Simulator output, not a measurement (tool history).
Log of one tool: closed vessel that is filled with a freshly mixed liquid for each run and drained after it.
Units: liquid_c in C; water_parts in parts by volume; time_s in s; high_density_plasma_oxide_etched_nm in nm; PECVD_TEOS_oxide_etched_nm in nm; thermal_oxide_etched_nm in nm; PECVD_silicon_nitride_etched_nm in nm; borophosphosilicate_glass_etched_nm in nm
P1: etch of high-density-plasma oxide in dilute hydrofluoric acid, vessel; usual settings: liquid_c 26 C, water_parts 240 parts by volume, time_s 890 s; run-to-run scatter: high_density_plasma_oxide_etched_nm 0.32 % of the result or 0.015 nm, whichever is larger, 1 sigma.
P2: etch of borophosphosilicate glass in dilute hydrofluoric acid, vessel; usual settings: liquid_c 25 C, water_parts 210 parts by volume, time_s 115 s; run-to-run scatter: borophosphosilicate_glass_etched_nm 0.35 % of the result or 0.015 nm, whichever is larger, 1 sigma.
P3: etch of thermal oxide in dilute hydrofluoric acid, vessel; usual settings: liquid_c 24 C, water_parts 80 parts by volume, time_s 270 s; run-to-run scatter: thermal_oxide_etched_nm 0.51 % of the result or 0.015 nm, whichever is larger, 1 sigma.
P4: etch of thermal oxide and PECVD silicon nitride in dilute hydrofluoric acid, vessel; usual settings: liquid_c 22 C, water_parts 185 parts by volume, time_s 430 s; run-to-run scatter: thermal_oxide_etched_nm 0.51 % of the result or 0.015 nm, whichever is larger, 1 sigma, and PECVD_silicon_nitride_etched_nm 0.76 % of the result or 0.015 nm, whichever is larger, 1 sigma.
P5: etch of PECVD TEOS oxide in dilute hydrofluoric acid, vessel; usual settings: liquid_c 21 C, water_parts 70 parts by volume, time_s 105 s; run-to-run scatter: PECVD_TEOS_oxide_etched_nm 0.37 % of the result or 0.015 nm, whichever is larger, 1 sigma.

run	hour	process	liquid_c	water_parts	time_s	high_density_plasma_oxide_etched_nm	PECVD_TEOS_oxide_etched_nm	thermal_oxide_etched_nm	PECVD_silicon_nitride_etched_nm	borophosphosilicate_glass_etched_nm
1	2.7	P1	26	240	890	18.455				
2	5.9	P1	26	130	890	38.902				
3	9.8	P5	21	125	105		7.959			
4	11.8	P1	26	240	430	8.998				
5	15.7	P3	24	80	35			2.1857		
6	18.9	P1	18.5	240	890	14.005				
7	20.8	P1	26	240	890	18.526				
8	24.1	P1	26	240	890	18.574				
9	26.5	P4	22	115	430			16.739	5.6812	
10	28.5	P1	21	240	485	8.4247				
11	32.5	P3	28.5	80	270			19.926		
12	36.3	P1	26	240	890	18.587				
13	40.4	P4	22	185	30			0.69418	0.23699	
14	43.1	P3	24	130	270			9.5924		
15	47.5	P2	25	210	115					20.682
16	50.2	P1	26	240	890	18.559				
17	54.1	P2	18.5	210	115					16.089
18	56.4	P1	26	365	890	10.811				
19	59	P2	25	210	115					20.742
20	63.2	P2	25	210	30					5.4089
21	66.4	P4	22	185	430			9.7109	3.657	
22	69.5	P1	26	240	890	18.618				
23	71.5	P1	31	240	890	22.074				
24	75.5	P5	25.5	70	105		18.22			
25	79.2	P5	21	70	105		15.105			
26	82.2	P2	25	315	115					12.396
27	85.2	P1	26	240	1550	32.417				
28	89.5	P1	26	240	890	18.568				
29	92.1	P4	17	185	430			7.9976	2.5893	
30	96.1	P3	24	80	270			16.941		
31	100.4	P5	21	70	30		4.3048			
32	103.2	P1	26	240	890	18.618				
33	105.8	P1	26	240	890	18.124				
34	108.1	P1	26	240	890	17.7				
35	111.3	P1	26	240	890	17.437				
36	113.6	P1	26	240	890	17.444				
37	117.9	P1	26	240	890	17.255				
38	121	P1	26	240	890	17.269				
39	123.1	P1	26	240	890	17.272				

What P1 gives has crept away from where it was. These 2 causes fit the log equally well, each at the size given:
A: liquid colder than its thermometer reads (K) = 2.03
B: hydrofluoric acid flow below the setpoint (%) = 5.55
The creep began at about hour 103.2.

4 check runs are offered, one wafer each, their results left as question marks. Which one tells the causes apart?
check 1	125.2	P5	21	120	30		?			
check 2	125.2	P2	25	280	30					?
check 3	125.2	P4	18	185	430			?	?	
check 4	125.2	P3	24	125	130			?		

What each check would give under each cause:
check	result	if A	if B
check 1	PECVD_TEOS_oxide_etched_nm	2.1895	2.2281
check 2	borophosphosilicate_glass_etched_nm	3.5033	3.4954
check 3	thermal_oxide_etched_nm	7.6348	7.7444
check 3	PECVD_silicon_nitride_etched_nm	2.3949	2.6012
check 4	thermal_oxide_etched_nm	4.5022	4.5656
How far apart the two closest causes lie, in the result that separates them most: check 1 1.75 %; check 2 0.22 %; check 3 8.26 %; check 4 1.4 %
Check 3 tells the causes apart: in the others they would give nearly the same result.

Check 3 was then run and gave: thermal_oxide_etched_nm 7.708 nm; PECVD_silicon_nitride_etched_nm 2.5896 nm. Which cause is it?

It is B: hydrofluoric acid flow below the setpoint (%).
